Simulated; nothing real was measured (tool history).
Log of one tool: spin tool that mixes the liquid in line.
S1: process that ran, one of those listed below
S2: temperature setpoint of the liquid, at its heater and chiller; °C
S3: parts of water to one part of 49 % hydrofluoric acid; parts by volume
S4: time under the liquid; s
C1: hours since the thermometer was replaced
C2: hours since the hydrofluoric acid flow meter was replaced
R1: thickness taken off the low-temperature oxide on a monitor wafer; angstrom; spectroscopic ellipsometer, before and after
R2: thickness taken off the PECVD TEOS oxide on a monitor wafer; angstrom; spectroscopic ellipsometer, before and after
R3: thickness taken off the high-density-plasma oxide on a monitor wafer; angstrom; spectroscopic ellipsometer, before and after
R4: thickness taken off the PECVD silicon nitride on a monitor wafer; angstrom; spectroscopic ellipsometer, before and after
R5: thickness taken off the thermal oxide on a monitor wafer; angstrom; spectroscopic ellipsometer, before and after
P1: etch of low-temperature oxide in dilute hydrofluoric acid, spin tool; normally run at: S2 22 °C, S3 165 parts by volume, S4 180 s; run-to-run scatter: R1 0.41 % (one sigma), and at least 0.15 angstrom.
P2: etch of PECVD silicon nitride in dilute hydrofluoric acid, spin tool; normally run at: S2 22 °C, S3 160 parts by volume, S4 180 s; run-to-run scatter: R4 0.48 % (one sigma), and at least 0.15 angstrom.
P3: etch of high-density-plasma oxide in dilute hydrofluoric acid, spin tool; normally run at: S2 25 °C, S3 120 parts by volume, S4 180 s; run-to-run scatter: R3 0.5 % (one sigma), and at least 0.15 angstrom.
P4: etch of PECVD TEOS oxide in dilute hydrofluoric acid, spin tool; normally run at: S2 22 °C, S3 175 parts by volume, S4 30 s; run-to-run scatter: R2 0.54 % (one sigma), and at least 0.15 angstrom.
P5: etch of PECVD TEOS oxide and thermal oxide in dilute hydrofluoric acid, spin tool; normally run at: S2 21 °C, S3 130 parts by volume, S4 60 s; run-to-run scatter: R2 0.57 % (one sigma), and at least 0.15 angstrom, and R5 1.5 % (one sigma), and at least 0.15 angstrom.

run	hour	S1	S2	S3	S4	C1	C2	R1	R2	R3	R4	R5
1	8.7	P1	22	165	180	1001.3	256.1	114.56				
2	19.3	P1	17.5	165	255	1011.9	266.7	135.78				
3	28.9	P4	27.5	175	30	1021.5	276.3		49.933			
4	42.6	P3	25	120	180	1035.2	290			93.817		
5	54.6	P1	22	165	315	1047.2	302	200.25				
6	66.2	P2	17	160	180	1058.8	313.6				31.626	
7	75	P5	21	130	60	1067.6	322.4		72.662			18.139
8	88.5	P3	25	120	350	1081.1	335.9			181.87		
9	101.3	P1	22	235	180	1093.9	348.7	75.584				
10	108.1	P1	29	165	180	1100.7	355.5	149.24				
11	116.6	P5	21	205	60	1109.2	364		42.583			10.676
12	124.5	P3	25	60	180	1117.1	371.9			201.79		
13	138.2	P5	21	130	110	1130.8	385.6		134.36			32.706
# hour 141: thermometer replaced
14	150.6	P2	22	160	360	9.6	398				89.229	
15	159.1	P4	22	175	30	18.1	406.5		40.985			
16	168	P2	22	160	180	27	415.4				44.354	
17	176.5	P1	22	165	180	35.5	423.9	114.29				
18	188.5	P1	22	165	180	47.5	435.9	115.06				
19	198.5	P3	21	120	180	57.5	445.9			79.447		
20	210.6	P4	22	175	15	69.6	458		20.067			
21	220.6	P1	22	165	180	79.6	468	115.06				
22	233	P1	22	165	85	92	480.4	54.029				
23	246.8	P5	21	130	60	105.8	494.2		73.319			18.669
24	260.7	P1	22	60	180	119.7	508.1	355.68				
25	269.2	P5	17	130	60	128.2	516.6		62.509			15.404
26	275.7	P1	22	165	180	134.7	523.1	114.72				
27	284.3	P4	22	55	30	143.3	531.7		149.11			
28	291.6	P2	22	260	180	150.6	539				27.261	
29	301.4	P1	17	165	180	160.4	548.8	93.927				
30	309.7	P1	22	165	180	168.7	557.1	114.38				
31	322.2	P1	22	165	180	181.2	569.6	110.46				
32	330.7	P1	22	165	180	189.7	578.1	109.2				
33	343.4	P1	22	165	180	202.4	590.8	107.11				
34	354.5	P1	22	165	180	213.5	601.9	106.47				
35	362	P1	22	165	180	221	609.4	106.26				
36	373.1	P1	22	165	180	232.1	620.5	104.73				
37	379.5	P1	22	165	180	238.5	626.9	106.1				
38	390.2	P1	22	165	180	249.2	637.6	105.08				
39	404.2	P1	22	165	180	263.2	651.6	105.25				
40	414.3	P1	22	165	180	273.3	661.7	104.99				

What P1 gives has crept away from where it was. These 2 causes fit the log equally well, each at the size given:
A: hydrofluoric acid flow below the setpoint (%) = 7.28
B: liquid colder than its thermometer reads (K) = 2.29
The creep began at about hour 309.7.

4 check runs are offered, one wafer each, their results left as question marks. Which one tells the causes apart?
check 1	424.4	P3	25	65	300					?		
check 2	424.4	P2	17	160	295						?	
check 3	424.4	P5	21	200	60				?			?
check 4	424.4	P4	27	110	30				?			

What each check would give under each cause:
check	result	if A	if B
check 1	R3	284.15	281.05
check 2	R4	48.621	44.642
check 3	R2	40.341	40.448
check 3	R5	9.976	10.002
check 4	R2	77.552	77.415
How far apart the two closest causes lie, in the result that separates them most: check 1 1.1 %; check 2 8.54 %; check 3 0.26 %; check 4 0.18 %
Check 2 tells the causes apart: in the others they would give nearly the same result.

Check 2 was then run and gave: R4 44.426 angstrom. Which cause is it?

It is B: liquid colder than its thermometer reads (K).
